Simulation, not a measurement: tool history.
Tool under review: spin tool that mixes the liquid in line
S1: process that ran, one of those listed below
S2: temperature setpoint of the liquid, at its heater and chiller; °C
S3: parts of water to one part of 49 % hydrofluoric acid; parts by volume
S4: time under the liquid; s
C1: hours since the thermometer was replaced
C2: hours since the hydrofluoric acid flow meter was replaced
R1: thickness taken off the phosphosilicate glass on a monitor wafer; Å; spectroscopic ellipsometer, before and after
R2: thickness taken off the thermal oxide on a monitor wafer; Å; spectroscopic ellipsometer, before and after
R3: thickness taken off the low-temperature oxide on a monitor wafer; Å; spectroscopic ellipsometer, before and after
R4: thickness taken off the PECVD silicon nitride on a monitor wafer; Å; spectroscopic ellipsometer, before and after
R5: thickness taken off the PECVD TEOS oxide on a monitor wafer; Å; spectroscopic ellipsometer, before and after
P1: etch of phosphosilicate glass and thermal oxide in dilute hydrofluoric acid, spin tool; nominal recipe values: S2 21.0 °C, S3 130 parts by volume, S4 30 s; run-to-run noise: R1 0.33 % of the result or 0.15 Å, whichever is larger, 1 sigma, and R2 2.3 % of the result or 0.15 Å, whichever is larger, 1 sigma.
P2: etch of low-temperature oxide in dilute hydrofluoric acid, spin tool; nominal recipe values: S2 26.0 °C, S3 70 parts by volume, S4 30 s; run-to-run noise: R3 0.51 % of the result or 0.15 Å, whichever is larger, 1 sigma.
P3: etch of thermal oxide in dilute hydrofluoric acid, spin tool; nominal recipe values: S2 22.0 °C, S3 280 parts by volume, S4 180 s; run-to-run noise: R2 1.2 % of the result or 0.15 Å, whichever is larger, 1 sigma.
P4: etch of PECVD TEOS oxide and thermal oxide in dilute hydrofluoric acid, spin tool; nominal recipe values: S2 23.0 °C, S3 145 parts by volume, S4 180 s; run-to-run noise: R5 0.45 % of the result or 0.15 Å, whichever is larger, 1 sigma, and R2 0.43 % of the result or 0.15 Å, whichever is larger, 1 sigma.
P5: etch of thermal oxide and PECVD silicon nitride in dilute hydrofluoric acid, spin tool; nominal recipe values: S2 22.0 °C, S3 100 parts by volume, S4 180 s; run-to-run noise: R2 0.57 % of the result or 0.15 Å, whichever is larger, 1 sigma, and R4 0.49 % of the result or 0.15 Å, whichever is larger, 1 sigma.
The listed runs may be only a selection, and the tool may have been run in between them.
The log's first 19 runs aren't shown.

{"run": 20, "day": 5.742, "S1": "P1", "S2": 21.0, "S3": 130, "S4": 30, "C1": 971.7, "C2": 929.1, "R1": 219.7, "R2": 9.7675}
{"run": 21, "day": 6.079, "S1": "P1", "S2": 21.0, "S3": 130, "S4": 30, "C1": 979.8, "C2": 937.2, "R1": 219.83, "R2": 9.1242}
{"run": 22, "day": 6.433, "S1": "P3", "S2": 22.0, "S3": 495, "S4": 180, "C1": 988.3, "C2": 945.7, "R2": 10.166}
{"run": 23, "day": 6.662, "S1": "P5", "S2": 22.0, "S3": 40, "S4": 180, "C1": 993.8, "C2": 951.2, "R2": 223.79, "R4": 208.13}
{"run": 24, "day": 6.933, "S1": "P2", "S2": 26.0, "S3": 70, "S4": 30, "C1": 1000.3, "C2": 957.7, "R3": 98.314}
{"run": 25, "day": 7.25, "S1": "P1", "S2": 17.0, "S3": 130, "S4": 30, "C1": 1007.9, "C2": 965.3, "R1": 187.1, "R2": 8.2286}
{"run": 26, "day": 7.517, "S1": "P2", "S2": 26.0, "S3": 70, "S4": 50, "C1": 1014.3, "C2": 971.7, "R3": 166.7}
{"run": 27, "day": 7.862, "S1": "P1", "S2": 21.0, "S3": 130, "S4": 30, "C1": 1022.6, "C2": 980.0, "R1": 217.95, "R2": 9.3874}
{"run": 28, "day": 8.138, "S1": "P5", "S2": 17.0, "S3": 100, "S4": 180, "C1": 1029.2, "C2": 986.6, "R2": 68.356, "R4": 60.586}
{"run": 29, "day": 8.392, "S1": "P1", "S2": 21.0, "S3": 225, "S4": 30, "C1": 1035.3, "C2": 992.7, "R1": 114.77, "R2": 4.7072}
{"run": 30, "day": 8.675, "S1": "P1", "S2": 21.0, "S3": 130, "S4": 15, "C1": 1042.1, "C2": 999.5, "R1": 110.5, "R2": 4.4701}
{"run": 31, "day": 8.975, "S1": "P4", "S2": 23.0, "S3": 145, "S4": 340, "C1": 1049.3, "C2": 1006.7, "R2": 96.929, "R5": 331.17}
{"run": 32, "day": 9.225, "S1": "P5", "S2": 22.0, "S3": 100, "S4": 180, "C1": 1055.3, "C2": 1012.7, "R2": 83.668, "R4": 84.905}
{"run": 33, "day": 9.562, "S1": "P1", "S2": 21.0, "S3": 130, "S4": 30, "C1": 1063.4, "C2": 1020.8, "R1": 219.42, "R2": 9.2286}
{"run": 34, "day": 9.771, "S1": "P1", "S2": 21.0, "S3": 130, "S4": 30, "C1": 1068.4, "C2": 1025.8, "R1": 224.83, "R2": 9.0799}
{"run": 35, "day": 10.129, "S1": "P1", "S2": 21.0, "S3": 130, "S4": 30, "C1": 1077.0, "C2": 1034.4, "R1": 228.48, "R2": 10.3}
{"run": 36, "day": 10.338, "S1": "P1", "S2": 21.0, "S3": 130, "S4": 30, "C1": 1082.0, "C2": 1039.4, "R1": 230.91, "R2": 10.185}
{"run": 37, "day": 10.675, "S1": "P1", "S2": 21.0, "S3": 130, "S4": 30, "C1": 1090.1, "C2": 1047.5, "R1": 233.69, "R2": 9.871}
{"run": 38, "day": 10.958, "S1": "P1", "S2": 21.0, "S3": 130, "S4": 30, "C1": 1096.9, "C2": 1054.3, "R1": 234.74, "R2": 10.604}
{"run": 39, "day": 11.321, "S1": "P1", "S2": 21.0, "S3": 130, "S4": 30, "C1": 1105.6, "C2": 1063.0, "R1": 234.74, "R2": 10.873}
{"run": 40, "day": 11.5, "S1": "P1", "S2": 21.0, "S3": 130, "S4": 30, "C1": 1109.9, "C2": 1067.3, "R1": 236.71, "R2": 10.148}
{"run": 41, "day": 11.804, "S1": "P1", "S2": 21.0, "S3": 130, "S4": 30, "C1": 1117.2, "C2": 1074.6, "R1": 237.2, "R2": 10.804}
{"run": 42, "day": 12.104, "S1": "P1", "S2": 21.0, "S3": 130, "S4": 30, "C1": 1124.4, "C2": 1081.8, "R1": 237.67, "R2": 9.8304}

Estimate the outcome of run 43 from the log above:
{"run": 43, "day": 12.442, "S1": "P1", "S2": 21.0, "S3": 130, "S4": 30, "C1": 1132.5, "C2": 1089.9, "R1": "?", "R2": "?"}

Run 43 produced R1 237.74 Å, R2 9.9750 Å.
